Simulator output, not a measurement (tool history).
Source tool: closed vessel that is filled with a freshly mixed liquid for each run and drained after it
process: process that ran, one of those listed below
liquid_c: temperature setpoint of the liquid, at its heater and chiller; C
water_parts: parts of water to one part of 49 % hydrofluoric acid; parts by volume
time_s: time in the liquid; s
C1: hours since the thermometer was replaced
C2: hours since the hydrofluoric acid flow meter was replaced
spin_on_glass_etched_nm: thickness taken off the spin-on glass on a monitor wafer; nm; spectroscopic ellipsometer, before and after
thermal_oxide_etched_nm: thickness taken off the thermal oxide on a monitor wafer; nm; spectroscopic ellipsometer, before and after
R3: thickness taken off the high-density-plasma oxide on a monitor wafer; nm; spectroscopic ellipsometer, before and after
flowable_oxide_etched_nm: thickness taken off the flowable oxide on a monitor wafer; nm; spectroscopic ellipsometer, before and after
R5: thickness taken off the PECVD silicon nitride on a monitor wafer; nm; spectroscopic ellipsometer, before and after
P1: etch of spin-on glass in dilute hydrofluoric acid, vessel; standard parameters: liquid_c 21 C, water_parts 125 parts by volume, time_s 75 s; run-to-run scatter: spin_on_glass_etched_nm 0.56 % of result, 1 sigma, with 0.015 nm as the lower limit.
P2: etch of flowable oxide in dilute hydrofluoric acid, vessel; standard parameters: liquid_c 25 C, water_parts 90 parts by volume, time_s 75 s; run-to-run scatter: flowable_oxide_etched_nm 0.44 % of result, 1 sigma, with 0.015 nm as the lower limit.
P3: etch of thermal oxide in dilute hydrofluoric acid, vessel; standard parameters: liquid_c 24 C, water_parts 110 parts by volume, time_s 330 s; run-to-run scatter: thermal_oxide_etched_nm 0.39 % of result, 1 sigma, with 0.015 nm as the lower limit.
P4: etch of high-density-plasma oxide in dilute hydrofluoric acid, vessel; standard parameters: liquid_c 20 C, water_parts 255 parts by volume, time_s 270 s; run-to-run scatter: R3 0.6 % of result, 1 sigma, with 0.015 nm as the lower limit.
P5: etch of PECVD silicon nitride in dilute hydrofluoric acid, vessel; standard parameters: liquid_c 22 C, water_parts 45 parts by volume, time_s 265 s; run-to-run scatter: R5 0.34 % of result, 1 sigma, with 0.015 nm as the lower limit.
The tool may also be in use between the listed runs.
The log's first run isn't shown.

Run 2, hour 23.3: process P3, liquid_c 24 C, water_parts 110 parts by volume, time_s 330 s; C1 1020.6; C2 548.1. Result: thermal_oxide_etched_nm 13.554 nm.
Run 3, hour 38.6: process P1, liquid_c 21 C, water_parts 125 parts by volume, time_s 75 s; C1 1035.9; C2 563.4. Result: spin_on_glass_etched_nm 12.223 nm.
Run 4, hour 54.1: process P1, liquid_c 21 C, water_parts 75 parts by volume, time_s 75 s; C1 1051.4; C2 578.9. Result: spin_on_glass_etched_nm 21.315 nm.
Run 5, hour 62.9: process P3, liquid_c 24 C, water_parts 20 parts by volume, time_s 330 s; C1 1060.2; C2 587.7. Result: thermal_oxide_etched_nm 83.368 nm.
Run 6, hour 70.3: process P4, liquid_c 17 C, water_parts 255 parts by volume, time_s 270 s; C1 1067.6; C2 595.1. Result: R3 4.4235 nm.
Run 7, hour 78.9: process P1, liquid_c 21 C, water_parts 125 parts by volume, time_s 75 s; C1 1076.2; C2 603.7. Result: spin_on_glass_etched_nm 12.227 nm.
Run 8, hour 86.6: process P4, liquid_c 20 C, water_parts 255 parts by volume, time_s 270 s; C1 1083.9; C2 611.4. Result: R3 4.8857 nm.
Run 9, hour 99.8: process P2, liquid_c 25 C, water_parts 90 parts by volume, time_s 75 s; C1 1097.1; C2 624.6. Result: flowable_oxide_etched_nm 52.96 nm.
Run 10, hour 114.8: process P4, liquid_c 20 C, water_parts 255 parts by volume, time_s 270 s; C1 1112.1; C2 639.6. Result: R3 4.8876 nm.
Run 11, hour 127.1: process P1, liquid_c 21 C, water_parts 125 parts by volume, time_s 30 s; C1 1124.4; C2 651.9. Result: spin_on_glass_etched_nm 4.845 nm.
At hour 141.7: thermometer replaced.
Run 12, hour 142.9: process P2, liquid_c 25 C, water_parts 90 parts by volume, time_s 30 s; C1 1.3; C2 667.7. Result: flowable_oxide_etched_nm 21.271 nm.
Run 13, hour 155.9: process P2, liquid_c 25 C, water_parts 150 parts by volume, time_s 75 s; C1 14.3; C2 680.7. Result: flowable_oxide_etched_nm 29.739 nm.
Run 14, hour 165.6: process P1, liquid_c 21 C, water_parts 125 parts by volume, time_s 130 s; C1 24; C2 690.4. Result: spin_on_glass_etched_nm 20.934 nm.
Run 15, hour 179.5: process P4, liquid_c 20 C, water_parts 255 parts by volume, time_s 515 s; C1 37.9; C2 704.3. Result: R3 9.3494 nm.
Run 16, hour 193.8: process P1, liquid_c 25 C, water_parts 185 parts by volume, time_s 75 s; C1 52.2; C2 718.6. Result: spin_on_glass_etched_nm 8.96 nm.
Run 17, hour 205.9: process P1, liquid_c 21 C, water_parts 125 parts by volume, time_s 75 s; C1 64.3; C2 730.7. Result: spin_on_glass_etched_nm 12.305 nm.
Run 18, hour 217.8: process P5, liquid_c 22 C, water_parts 20 parts by volume, time_s 265 s; C1 76.2; C2 742.6. Result: R5 29.343 nm.
Run 19, hour 231.9: process P5, liquid_c 22 C, water_parts 45 parts by volume, time_s 125 s; C1 90.3; C2 756.7. Result: R5 6.3179 nm.
Run 20, hour 241.8: process P1, liquid_c 17 C, water_parts 125 parts by volume, time_s 75 s; C1 100.2; C2 766.6. Result: spin_on_glass_etched_nm 10.346 nm.
Run 21, hour 255.5: process P4, liquid_c 20 C, water_parts 430 parts by volume, time_s 270 s; C1 113.9; C2 780.3. Result: R3 2.4953 nm.
Run 22, hour 266.3: process P5, liquid_c 30 C, water_parts 45 parts by volume, time_s 265 s; C1 124.7; C2 791.1. Result: R5 22.853 nm.
Run 23, hour 275.9: process P2, liquid_c 17 C, water_parts 90 parts by volume, time_s 75 s; C1 134.3; C2 800.7. Result: flowable_oxide_etched_nm 38.413 nm.
Run 24, hour 287.7: process P1, liquid_c 21 C, water_parts 125 parts by volume, time_s 75 s; C1 146.1; C2 812.5. Result: spin_on_glass_etched_nm 12.137 nm.

Run 25 comes next. What will it give?
Run 25, hour 303.1: process P1, liquid_c 21 C, water_parts 125 parts by volume, time_s 75 s; C1 161.5; C2 827.9. Result: spin_on_glass_etched_nm ?.

{"run 25": {"spin_on_glass_etched_nm": 12.241}}
